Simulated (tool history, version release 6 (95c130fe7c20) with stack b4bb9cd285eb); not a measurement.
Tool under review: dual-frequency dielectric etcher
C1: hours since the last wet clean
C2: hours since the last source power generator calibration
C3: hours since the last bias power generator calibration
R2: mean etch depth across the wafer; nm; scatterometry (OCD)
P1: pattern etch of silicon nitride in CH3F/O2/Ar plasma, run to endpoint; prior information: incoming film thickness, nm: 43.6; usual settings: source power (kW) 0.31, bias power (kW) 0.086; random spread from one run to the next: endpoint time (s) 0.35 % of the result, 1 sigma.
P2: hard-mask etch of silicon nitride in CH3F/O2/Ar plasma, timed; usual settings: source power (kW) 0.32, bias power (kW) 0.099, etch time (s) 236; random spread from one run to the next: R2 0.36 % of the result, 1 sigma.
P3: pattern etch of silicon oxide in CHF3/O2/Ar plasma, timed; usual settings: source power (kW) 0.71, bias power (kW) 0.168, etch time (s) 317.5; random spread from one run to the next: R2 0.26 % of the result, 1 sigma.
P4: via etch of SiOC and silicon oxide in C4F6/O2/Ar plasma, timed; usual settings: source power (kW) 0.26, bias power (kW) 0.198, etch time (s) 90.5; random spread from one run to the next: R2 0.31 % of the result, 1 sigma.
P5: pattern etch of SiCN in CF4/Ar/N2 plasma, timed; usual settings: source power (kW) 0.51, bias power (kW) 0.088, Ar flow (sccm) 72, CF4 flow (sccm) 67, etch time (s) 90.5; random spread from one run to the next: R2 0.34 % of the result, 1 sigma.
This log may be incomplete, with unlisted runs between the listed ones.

run 1 hour=6 | process_that_ran=P1 source_power_(kW)=0.31 bias_power_(kW)=0.086 | C1=302.9 C2=2580.1 C3=894.2 | endpoint_time_(s)=65.413
run 2 hour=13.6 | process_that_ran=P2 source_power_(kW)=0.32 bias_power_(kW)=0.099 etch_time_(s)=236 | C1=310.5 C2=2587.7 C3=901.8 | R2=167.71
run 3 hour=22.2 | process_that_ran=P1 source_power_(kW)=0.31 bias_power_(kW)=0.086 | C1=319.1 C2=2596.3 C3=910.4 | endpoint_time_(s)=65.577
run 4 hour=28.7 | process_that_ran=P4 source_power_(kW)=0.26 bias_power_(kW)=0.115 etch_time_(s)=90.5 | C1=325.6 C2=2602.8 C3=916.9 | R2=74.488
run 5 hour=38.1 | process_that_ran=P1 source_power_(kW)=0.19 bias_power_(kW)=0.086 | C1=335 C2=2612.2 C3=926.3 | endpoint_time_(s)=78.549
run 6 hour=49.3 | process_that_ran=P1 source_power_(kW)=0.31 bias_power_(kW)=0.086 | C1=346.2 C2=2623.4 C3=937.5 | endpoint_time_(s)=65.991
run 7 hour=60 | process_that_ran=P5 source_power_(kW)=0.51 bias_power_(kW)=0.088 etch_time_(s)=90.5 Ar_flow_(sccm)=72 CF4_flow_(sccm)=67 | C1=356.9 C2=2634.1 C3=948.2 | R2=96.575
run 8 hour=65.6 | process_that_ran=P4 source_power_(kW)=0.26 bias_power_(kW)=0.198 etch_time_(s)=90.5 | C1=362.5 C2=2639.7 C3=953.8 | R2=88.545
run 9 hour=76.9 | process_that_ran=P1 source_power_(kW)=0.39 bias_power_(kW)=0.112 | C1=373.8 C2=2651 C3=965.1 | endpoint_time_(s)=54.768
run 10 hour=82 | process_that_ran=P5 source_power_(kW)=0.31 bias_power_(kW)=0.088 etch_time_(s)=90.5 Ar_flow_(sccm)=72 CF4_flow_(sccm)=67 | C1=378.9 C2=2656.1 C3=970.2 | R2=62.313
run 11 hour=87.1 | process_that_ran=P2 source_power_(kW)=0.32 bias_power_(kW)=0.099 etch_time_(s)=153.5 | C1=384 C2=2661.2 C3=975.3 | R2=108.62
-- hour=97.3 source power generator calibrated
run 12 hour=98 | process_that_ran=P4 source_power_(kW)=0.26 bias_power_(kW)=0.198 etch_time_(s)=66 | C1=394.9 C2=0.7 C3=986.2 | R2=64.513
run 13 hour=105.9 | process_that_ran=P5 source_power_(kW)=0.51 bias_power_(kW)=0.12 etch_time_(s)=90.5 Ar_flow_(sccm)=72 CF4_flow_(sccm)=67 | C1=402.8 C2=8.6 C3=994.1 | R2=107.77
run 14 hour=115.5 | process_that_ran=P2 source_power_(kW)=0.22 bias_power_(kW)=0.099 etch_time_(s)=236 | C1=412.4 C2=18.2 C3=1003.7 | R2=146.65
run 15 hour=122.9 | process_that_ran=P4 source_power_(kW)=0.26 bias_power_(kW)=0.198 etch_time_(s)=90.5 | C1=419.8 C2=25.6 C3=1011.1 | R2=88.496
run 16 hour=131.8 | process_that_ran=P1 source_power_(kW)=0.31 bias_power_(kW)=0.086 | C1=428.7 C2=34.5 C3=1020 | endpoint_time_(s)=65.9
run 17 hour=136.7 | process_that_ran=P5 source_power_(kW)=0.51 bias_power_(kW)=0.088 etch_time_(s)=90.5 Ar_flow_(sccm)=50 CF4_flow_(sccm)=67 | C1=433.6 C2=39.4 C3=1024.9 | R2=101.3
run 18 hour=144.6 | process_that_ran=P1 source_power_(kW)=0.31 bias_power_(kW)=0.086 | C1=441.5 C2=47.3 C3=1032.8 | endpoint_time_(s)=65.605
run 19 hour=151.2 | process_that_ran=P5 source_power_(kW)=0.51 bias_power_(kW)=0.088 etch_time_(s)=90.5 Ar_flow_(sccm)=72 CF4_flow_(sccm)=67 | C1=448.1 C2=53.9 C3=1039.4 | R2=96.468
run 20 hour=159.8 | process_that_ran=P4 source_power_(kW)=0.33 bias_power_(kW)=0.198 etch_time_(s)=90.5 | C1=456.7 C2=62.5 C3=1048 | R2=96.992
run 21 hour=169.9 | process_that_ran=P1 source_power_(kW)=0.39 bias_power_(kW)=0.086 | C1=466.8 C2=72.6 C3=1058.1 | endpoint_time_(s)=59.846
run 22 hour=178.8 | process_that_ran=P1 source_power_(kW)=0.4 bias_power_(kW)=0.121 | C1=475.7 C2=81.5 C3=1067 | endpoint_time_(s)=52.566
run 23 hour=188.6 | process_that_ran=P3 source_power_(kW)=0.71 bias_power_(kW)=0.168 etch_time_(s)=317.5 | C1=485.5 C2=91.3 C3=1076.8 | R2=641.95
run 24 hour=194 | process_that_ran=P5 source_power_(kW)=0.51 bias_power_(kW)=0.088 etch_time_(s)=90.5 Ar_flow_(sccm)=72 CF4_flow_(sccm)=90 | C1=490.9 C2=96.7 C3=1082.2 | R2=100.57
run 25 hour=202.8 | process_that_ran=P1 source_power_(kW)=0.31 bias_power_(kW)=0.118 | C1=499.7 C2=105.5 C3=1091 | endpoint_time_(s)=58.431
run 26 hour=212.2 | process_that_ran=P3 source_power_(kW)=0.71 bias_power_(kW)=0.126 etch_time_(s)=317.5 | C1=509.1 C2=114.9 C3=1100.4 | R2=584.83
run 27 hour=222.8 | process_that_ran=P5 source_power_(kW)=0.51 bias_power_(kW)=0.088 etch_time_(s)=71 Ar_flow_(sccm)=72 CF4_flow_(sccm)=67 | C1=519.7 C2=125.5 C3=1111 | R2=76.024
run 28 hour=227.7 | process_that_ran=P1 source_power_(kW)=0.31 bias_power_(kW)=0.086 | C1=524.6 C2=130.4 C3=1115.9 | endpoint_time_(s)=65.73
-- hour=229.8 wet clean of the chamber
run 29 hour=237.2 | process_that_ran=P3 source_power_(kW)=0.71 bias_power_(kW)=0.168 etch_time_(s)=317.5 | C1=7.5 C2=139.9 C3=1125.4 | R2=641.03
run 30 hour=243 | process_that_ran=P3 source_power_(kW)=0.71 bias_power_(kW)=0.168 etch_time_(s)=444 | C1=13.3 C2=145.7 C3=1131.2 | R2=895.31
run 31 hour=251.5 | process_that_ran=P1 source_power_(kW)=0.31 bias_power_(kW)=0.06 | C1=21.8 C2=154.2 C3=1139.7 | endpoint_time_(s)=74.304
run 32 hour=256.7 | process_that_ran=P2 source_power_(kW)=0.32 bias_power_(kW)=0.13 etch_time_(s)=236 | C1=27 C2=159.4 C3=1144.9 | R2=186.11
run 33 hour=262.6 | process_that_ran=P3 source_power_(kW)=0.44 bias_power_(kW)=0.168 etch_time_(s)=317.5 | C1=32.9 C2=165.3 C3=1150.8 | R2=532.22

What does the tool deliver on the next run?
run 34 hour=268.9 | process_that_ran=P1 source_power_(kW)=0.31 bias_power_(kW)=0.086 | C1=39.2 C2=171.6 C3=1157.1 | endpoint_time_(s)=?

Run 34 came out at endpoint time (s) 65.759.

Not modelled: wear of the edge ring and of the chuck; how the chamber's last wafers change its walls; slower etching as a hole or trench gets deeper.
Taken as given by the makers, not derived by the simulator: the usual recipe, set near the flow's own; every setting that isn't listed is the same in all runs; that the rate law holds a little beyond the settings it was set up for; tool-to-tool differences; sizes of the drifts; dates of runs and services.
